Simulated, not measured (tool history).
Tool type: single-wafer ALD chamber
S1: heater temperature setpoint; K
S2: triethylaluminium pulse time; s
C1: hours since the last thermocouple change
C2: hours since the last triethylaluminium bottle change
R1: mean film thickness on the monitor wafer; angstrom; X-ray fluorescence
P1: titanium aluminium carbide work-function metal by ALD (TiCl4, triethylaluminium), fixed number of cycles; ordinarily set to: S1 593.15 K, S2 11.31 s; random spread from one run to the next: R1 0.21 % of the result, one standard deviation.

run 1 day=0.533 | S1=593.15 S2=11.31 | C1=1020.4 C2=549.1 | R1=21.789
run 2 day=0.883 | S1=609.15 S2=15.15 | C1=1028.8 C2=557.5 | R1=23.587
run 3 day=1.354 | S1=593.15 S2=11.31 | C1=1040.1 C2=568.8 | R1=21.817
run 4 day=2 | S1=593.15 S2=11.31 | C1=1055.6 C2=584.3 | R1=21.739
run 5 day=2.458 | S1=569.15 S2=11.31 | C1=1066.6 C2=595.3 | R1=19.7
run 6 day=2.758 | S1=593.15 S2=11.31 | C1=1073.8 C2=602.5 | R1=21.844
run 7 day=3.129 | S1=593.15 S2=4.23 | C1=1082.7 C2=611.4 | R1=17.098
run 8 day=3.762 | S1=573.15 S2=18.43 | C1=1097.9 C2=626.6 | R1=20.371
run 9 day=4.083 | S1=576.15 S2=5.79 | C1=1105.6 C2=634.3 | R1=17.863
run 10 day=4.658 | S1=615.15 S2=11.31 | C1=1119.4 C2=648.1 | R1=23.683
run 11 day=4.975 | S1=593.15 S2=11.31 | C1=1127 C2=655.7 | R1=21.823
run 12 day=5.425 | S1=593.15 S2=11.31 | C1=1137.8 C2=666.5 | R1=21.766
run 13 day=6.029 | S1=593.15 S2=16.07 | C1=1152.3 C2=681 | R1=22.062
run 14 day=6.488 | S1=593.15 S2=11.31 | C1=1163.3 C2=692 | R1=21.818
run 15 day=7.15 | S1=593.15 S2=11.31 | C1=1179.2 C2=707.9 | R1=21.651
run 16 day=7.583 | S1=593.15 S2=11.31 | C1=1189.6 C2=718.3 | R1=21.463
run 17 day=8.075 | S1=593.15 S2=11.31 | C1=1201.4 C2=730.1 | R1=21.383
run 18 day=8.654 | S1=593.15 S2=11.31 | C1=1215.3 C2=744 | R1=21.362
run 19 day=8.962 | S1=593.15 S2=11.31 | C1=1222.7 C2=751.4 | R1=21.349
run 20 day=9.267 | S1=593.15 S2=11.31 | C1=1230 C2=758.7 | R1=21.384
run 21 day=9.675 | S1=593.15 S2=11.31 | C1=1239.8 C2=768.5 | R1=21.255
run 22 day=10.017 | S1=593.15 S2=11.31 | C1=1248 C2=776.7 | R1=21.261
run 23 day=10.308 | S1=593.15 S2=11.31 | C1=1255 C2=783.7 | R1=21.241

What P1 gives has crept away from where it was. These 2 causes fit the log equally well, each at the size given:
A: triethylaluminium dose below that of a fresh bottle (%) = 19
B: wafer temperature below the value expected at the setpoint (K) = 5.58
The drift started at roughly day 6.488.

Which of the 4 check runs listed below separates the causes, so that each cause would produce a clearly different result? Each run uses one wafer, and its results are marked with question marks.
run check 1 day=10.6 | S1=593.15 S2=5.37 | R1=?
run check 2 day=10.6 | S1=570.15 S2=11.31 | R1=?
run check 3 day=10.6 | S1=615.15 S2=11.31 | R1=?
run check 4 day=10.6 | S1=605.15 S2=11.31 | R1=?

How each check would come out, cause by cause:
check=check_1 result=R1 if_A=17.269 if_B=18.317
check=check_2 result=R1 if_A=19.316 if_B=19.282
check=check_3 result=R1 if_A=23.198 if_B=23.238
check=check_4 result=R1 if_A=22.326 if_B=22.348
Distance between the nearest two causes, measured in the result of the check that separates them most: check 1 5.89 %; check 2 0.18 %; check 3 0.17 %; check 4 0.1 %
Of the check runs offered, only check 1 discriminates between the causes; the rest would read about the same regardless of which cause applies.

The results of check 1 are: R1 18.327 angstrom. Based on these, which of the listed causes is it?

It was cause B: wafer temperature below the value expected at the setpoint (K).
